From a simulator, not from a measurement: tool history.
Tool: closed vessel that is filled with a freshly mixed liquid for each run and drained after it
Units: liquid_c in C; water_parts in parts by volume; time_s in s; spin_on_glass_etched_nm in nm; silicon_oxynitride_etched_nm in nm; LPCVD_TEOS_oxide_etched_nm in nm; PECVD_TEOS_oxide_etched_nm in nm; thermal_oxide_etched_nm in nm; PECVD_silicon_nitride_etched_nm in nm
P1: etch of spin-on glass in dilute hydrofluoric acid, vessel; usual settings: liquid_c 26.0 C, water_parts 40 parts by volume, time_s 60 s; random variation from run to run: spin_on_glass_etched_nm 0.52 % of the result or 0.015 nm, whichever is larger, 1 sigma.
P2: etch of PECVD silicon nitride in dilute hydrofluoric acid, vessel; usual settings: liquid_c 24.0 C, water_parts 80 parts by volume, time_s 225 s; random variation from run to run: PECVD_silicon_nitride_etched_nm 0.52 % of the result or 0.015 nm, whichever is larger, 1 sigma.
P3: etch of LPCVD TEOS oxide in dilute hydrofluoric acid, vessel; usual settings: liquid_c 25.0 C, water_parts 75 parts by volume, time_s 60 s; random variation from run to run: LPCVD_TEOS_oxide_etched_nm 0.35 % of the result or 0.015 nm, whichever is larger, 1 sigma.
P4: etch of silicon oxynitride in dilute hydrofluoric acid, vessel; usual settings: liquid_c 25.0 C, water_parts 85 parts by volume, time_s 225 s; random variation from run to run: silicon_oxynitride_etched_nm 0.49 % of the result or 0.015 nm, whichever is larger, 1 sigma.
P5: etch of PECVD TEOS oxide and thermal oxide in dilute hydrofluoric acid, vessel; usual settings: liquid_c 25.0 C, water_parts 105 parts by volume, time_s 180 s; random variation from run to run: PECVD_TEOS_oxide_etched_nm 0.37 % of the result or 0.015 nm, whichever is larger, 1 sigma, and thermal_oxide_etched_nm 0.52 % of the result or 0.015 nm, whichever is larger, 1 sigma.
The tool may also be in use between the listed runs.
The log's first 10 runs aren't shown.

run    day  process  liquid_c  water_parts  time_s  hours since the thermometer was replaced  hours since the hydrofluoric acid flow meter was replaced  spin_on_glass_etched_nm  silicon_oxynitride_etched_nm  LPCVD_TEOS_oxide_etched_nm  PECVD_TEOS_oxide_etched_nm  thermal_oxide_etched_nm  PECVD_silicon_nitride_etched_nm
 11  1.467       P3      25.0           75      60                                    1560.8                                                      436.8                                                                             39.706
 12  1.667       P4      20.5           85     225                                    1565.6                                                      441.6                                                 8.1144
 13  1.825       P1      26.0           20      60                                    1569.4                                                      445.4                  109.140
 14  1.954       P1      26.0           40      90                                    1572.5                                                      448.5                   80.415
 15  2.096       P4      25.0           25     225                                    1575.9                                                      451.9                                                36.2480
 16  2.288       P5      25.0          105     180                                    1580.5                                                      456.5                                                                                                        15.1860                   8.5761
 17  2.421       P1      26.0           40      60                                    1583.7                                                      459.7                   53.991
 18  2.546       P3      19.0           75      60                                    1586.7                                                      462.7                                                                             31.181
 19  2.688       P2      24.0           80     225                                    1590.1                                                      466.1                                                                                                                                                                   8.3372
 20  2.854       P1      26.0           20      30                                    1594.1                                                      470.1                   55.134
 21  3.004       P2      31.0           80     225                                    1597.7                                                      473.7                                                                                                                                                                  13.2120
 22  3.188       P5      25.0          150     180                                    1602.1                                                      478.1                                                                                                        10.0060                   5.7453
 23  3.288       P1      26.0           40      60                                    1604.5                                                      480.5                   52.600
 24  3.396       P1      26.0           40      60                                    1607.1                                                      483.1                   53.485
 25  3.579       P3      25.0           75      60                                    1611.5                                                      487.5                                                                             39.936
 26  3.696       P2      24.0           80      50                                    1614.3                                                      490.3                                                                                                                                                                   1.8678
 27  3.796       P1      22.0           40      60                                    1616.7                                                      492.7                   45.334
 28  3.938       P2      24.0           45     225                                    1620.1                                                      496.1                                                                                                                                                                  14.6590
 29  4.096       P5      25.0          105     180                                    1623.9                                                      499.9                                                                                                        15.0900                   8.5973
 30  4.246       P1      26.0           40      30                                    1627.5                                                      503.5                   26.791
 31  4.412       P1      26.0           65      60                                    1631.5                                                      507.5                   32.118
 32  4.608       P1      26.0           40      60                                    1636.2                                                      512.2                   53.255
 33  4.704       P1      26.0           40      60                                    1638.5                                                      514.5                   52.680

The next listed run, before its measurement:
 34  4.858       P1      26.0           40      60                                    1642.2                                                      518.2                        ?

Run 34 gave spin_on_glass_etched_nm 51.730 nm.
